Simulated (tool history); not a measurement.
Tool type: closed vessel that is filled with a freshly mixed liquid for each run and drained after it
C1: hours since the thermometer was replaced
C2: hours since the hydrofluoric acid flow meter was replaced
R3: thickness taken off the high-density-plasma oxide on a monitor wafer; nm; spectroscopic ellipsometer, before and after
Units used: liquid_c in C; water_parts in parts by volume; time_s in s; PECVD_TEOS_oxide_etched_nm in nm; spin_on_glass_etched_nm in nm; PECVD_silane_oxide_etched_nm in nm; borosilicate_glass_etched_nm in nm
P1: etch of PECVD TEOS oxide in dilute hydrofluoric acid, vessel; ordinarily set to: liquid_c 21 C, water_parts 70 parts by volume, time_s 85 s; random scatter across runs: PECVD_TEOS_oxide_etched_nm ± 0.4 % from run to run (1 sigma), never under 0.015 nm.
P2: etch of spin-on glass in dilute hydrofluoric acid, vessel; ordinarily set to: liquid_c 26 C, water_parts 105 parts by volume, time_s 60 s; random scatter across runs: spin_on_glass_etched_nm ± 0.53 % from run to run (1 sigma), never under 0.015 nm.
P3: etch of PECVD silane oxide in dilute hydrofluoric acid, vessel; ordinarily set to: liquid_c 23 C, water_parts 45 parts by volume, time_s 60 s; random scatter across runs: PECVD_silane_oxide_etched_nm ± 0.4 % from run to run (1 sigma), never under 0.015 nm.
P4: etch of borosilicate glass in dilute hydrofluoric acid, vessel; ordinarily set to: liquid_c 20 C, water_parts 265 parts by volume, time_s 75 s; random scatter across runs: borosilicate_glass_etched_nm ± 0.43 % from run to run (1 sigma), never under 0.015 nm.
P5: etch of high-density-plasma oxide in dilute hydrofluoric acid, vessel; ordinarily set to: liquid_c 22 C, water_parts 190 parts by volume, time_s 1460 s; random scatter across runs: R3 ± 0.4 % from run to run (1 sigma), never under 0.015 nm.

Run 1, hour 16.1: process P1, liquid_c 21 C, water_parts 70 parts by volume, time_s 85 s; C1 752.8; C2 261. Result: PECVD_TEOS_oxide_etched_nm 10.459 nm.
Run 2, hour 30.6: process P1, liquid_c 21 C, water_parts 35 parts by volume, time_s 85 s; C1 767.3; C2 275.5. Result: PECVD_TEOS_oxide_etched_nm 21.814 nm.
Run 3, hour 41: process P2, liquid_c 26 C, water_parts 105 parts by volume, time_s 60 s; C1 777.7; C2 285.9. Result: spin_on_glass_etched_nm 19.844 nm.
Run 4, hour 53: process P1, liquid_c 17 C, water_parts 70 parts by volume, time_s 85 s; C1 789.7; C2 297.9. Result: PECVD_TEOS_oxide_etched_nm 8.8572 nm.
Run 5, hour 68: process P1, liquid_c 21 C, water_parts 100 parts by volume, time_s 140 s; C1 804.7; C2 312.9. Result: PECVD_TEOS_oxide_etched_nm 11.607 nm.
Run 6, hour 81.9: process P1, liquid_c 21 C, water_parts 70 parts by volume, time_s 85 s; C1 818.6; C2 326.8. Result: PECVD_TEOS_oxide_etched_nm 10.408 nm.
Run 7, hour 96.1: process P5, liquid_c 22 C, water_parts 190 parts by volume, time_s 2810 s; C1 832.8; C2 341. Result: R3 85.036 nm.
At hour 98.3: thermometer replaced.
Run 8, hour 109.6: process P2, liquid_c 30 C, water_parts 105 parts by volume, time_s 60 s; C1 11.3; C2 354.5. Result: spin_on_glass_etched_nm 23.147 nm.
Run 9, hour 125.8: process P1, liquid_c 27 C, water_parts 70 parts by volume, time_s 85 s; C1 27.5; C2 370.7. Result: PECVD_TEOS_oxide_etched_nm 13.391 nm.
Run 10, hour 140.7: process P3, liquid_c 23 C, water_parts 45 parts by volume, time_s 60 s; C1 42.4; C2 385.6. Result: PECVD_silane_oxide_etched_nm 48.513 nm.
Run 11, hour 148.3: process P3, liquid_c 23 C, water_parts 45 parts by volume, time_s 60 s; C1 50; C2 393.2. Result: PECVD_silane_oxide_etched_nm 48.657 nm.
Run 12, hour 155.7: process P4, liquid_c 20 C, water_parts 105 parts by volume, time_s 75 s; C1 57.4; C2 400.6. Result: borosilicate_glass_etched_nm 19.997 nm.
Run 13, hour 166.1: process P1, liquid_c 21 C, water_parts 70 parts by volume, time_s 85 s; C1 67.8; C2 411. Result: PECVD_TEOS_oxide_etched_nm 10.468 nm.
Run 14, hour 175.7: process P3, liquid_c 23 C, water_parts 60 parts by volume, time_s 60 s; C1 77.4; C2 420.6. Result: PECVD_silane_oxide_etched_nm 35.499 nm.
Run 15, hour 191.2: process P5, liquid_c 22 C, water_parts 190 parts by volume, time_s 1460 s; C1 92.9; C2 436.1. Result: R3 44.201 nm.
Run 16, hour 206.3: process P1, liquid_c 21 C, water_parts 70 parts by volume, time_s 85 s; C1 108; C2 451.2. Result: PECVD_TEOS_oxide_etched_nm 10.421 nm.
Run 17, hour 216: process P4, liquid_c 20 C, water_parts 265 parts by volume, time_s 75 s; C1 117.7; C2 460.9. Result: borosilicate_glass_etched_nm 6.7062 nm.
Run 18, hour 232.3: process P1, liquid_c 21 C, water_parts 70 parts by volume, time_s 130 s; C1 134; C2 477.2. Result: PECVD_TEOS_oxide_etched_nm 15.991 nm.
Run 19, hour 242.5: process P5, liquid_c 22 C, water_parts 315 parts by volume, time_s 1460 s; C1 144.2; C2 487.4. Result: R3 23.475 nm.
Run 20, hour 252.8: process P1, liquid_c 21 C, water_parts 70 parts by volume, time_s 30 s; C1 154.5; C2 497.7. Result: PECVD_TEOS_oxide_etched_nm 3.6955 nm.
Run 21, hour 260.7: process P4, liquid_c 17 C, water_parts 265 parts by volume, time_s 75 s; C1 162.4; C2 505.6. Result: borosilicate_glass_etched_nm 6.0173 nm.
Run 22, hour 273.6: process P3, liquid_c 23 C, water_parts 45 parts by volume, time_s 30 s; C1 175.3; C2 518.5. Result: PECVD_silane_oxide_etched_nm 24.092 nm.
Run 23, hour 282.1: process P1, liquid_c 21 C, water_parts 115 parts by volume, time_s 85 s; C1 183.8; C2 527. Result: PECVD_TEOS_oxide_etched_nm 6.0115 nm.
Run 24, hour 298.5: process P2, liquid_c 26 C, water_parts 30 parts by volume, time_s 60 s; C1 200.2; C2 543.4. Result: spin_on_glass_etched_nm 76.286 nm.
Run 25, hour 313.6: process P5, liquid_c 26.5 C, water_parts 190 parts by volume, time_s 1460 s; C1 215.3; C2 558.5. Result: R3 52.359 nm.
Run 26, hour 322.3: process P4, liquid_c 20 C, water_parts 265 parts by volume, time_s 150 s; C1 224; C2 567.2. Result: borosilicate_glass_etched_nm 13.417 nm.
Run 27, hour 333.7: process P3, liquid_c 31 C, water_parts 45 parts by volume, time_s 60 s; C1 235.4; C2 578.6. Result: PECVD_silane_oxide_etched_nm 67.003 nm.
Run 28, hour 342: process P1, liquid_c 21 C, water_parts 105 parts by volume, time_s 145 s; C1 243.7; C2 586.9. Result: PECVD_TEOS_oxide_etched_nm 11.425 nm.
Run 29, hour 355.8: process P2, liquid_c 26 C, water_parts 105 parts by volume, time_s 30 s; C1 257.5; C2 600.7. Result: spin_on_glass_etched_nm 9.828 nm.
Run 30, hour 365: process P1, liquid_c 21 C, water_parts 70 parts by volume, time_s 85 s; C1 266.7; C2 609.9. Result: PECVD_TEOS_oxide_etched_nm 10.34 nm.
Run 31, hour 375.7: process P1, liquid_c 21 C, water_parts 70 parts by volume, time_s 85 s; C1 277.4; C2 620.6. Result: PECVD_TEOS_oxide_etched_nm 10.866 nm.

Predict the results of run 32:
Run 32, hour 391.3: process P1, liquid_c 21 C, water_parts 70 parts by volume, time_s 85 s; C1 293; C2 636.2. Result: PECVD_TEOS_oxide_etched_nm ?.

{"run 32": {"PECVD_TEOS_oxide_etched_nm": 11.14}}

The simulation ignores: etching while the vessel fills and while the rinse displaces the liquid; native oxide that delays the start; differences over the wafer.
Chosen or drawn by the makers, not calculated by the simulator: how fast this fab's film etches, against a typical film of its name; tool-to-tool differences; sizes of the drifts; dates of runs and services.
